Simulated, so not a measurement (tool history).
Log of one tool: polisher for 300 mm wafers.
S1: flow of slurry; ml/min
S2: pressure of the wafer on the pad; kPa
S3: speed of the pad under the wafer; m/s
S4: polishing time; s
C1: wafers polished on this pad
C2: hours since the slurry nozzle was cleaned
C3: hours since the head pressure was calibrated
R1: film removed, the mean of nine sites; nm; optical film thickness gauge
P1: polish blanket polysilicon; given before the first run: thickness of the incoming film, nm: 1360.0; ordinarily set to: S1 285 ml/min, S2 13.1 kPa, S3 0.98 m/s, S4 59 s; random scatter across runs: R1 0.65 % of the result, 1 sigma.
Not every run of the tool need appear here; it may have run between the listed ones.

run	day	S1	S2	S3	S4	C1	C2	C3	R1
1	0.375	285	13.1	0.98	59	433	302.8	782.4	343.57
2	0.596	285	20.7	0.98	59	477	308.1	787.7	537.56
3	0.954	190	13.1	0.98	42	547	316.7	796.3	232.42
# day 0.967: slurry nozzle cleaned
4	1.183	285	13.1	0.98	59	593	5.3	801.8	345.08
5	1.425	285	13.1	0.56	59	640	11.1	807.6	196.09
6	1.667	285	13.1	0.98	93	688	16.9	813.4	539.92
7	2.008	285	13.1	0.98	30	755	25.1	821.6	173.60
8	2.254	285	13.1	0.98	59	804	31.0	827.5	342.46
9	2.425	285	13.1	1.52	59	838	35.1	831.6	537.79
10	2.612	285	13.1	0.98	59	875	39.6	836.1	341.96
11	2.829	285	13.1	0.98	59	917	44.8	841.3	342.53
12	3.117	285	13.1	0.98	59	974	51.7	848.2	339.34
13	3.462	360	13.1	0.98	59	1042	60.0	856.5	347.31
14	3.821	285	13.1	1.34	37	1113	68.6	865.1	293.17
15	4.096	285	8.3	0.98	59	1167	75.2	871.7	216.96
16	4.446	415	13.1	0.98	28	1236	83.6	880.1	165.43

What does the tool deliver on the next run?
17	4.712	170	13.1	0.98	59	1289	90.0	886.5	?

Logged for run 17: R1 320.47 nm.
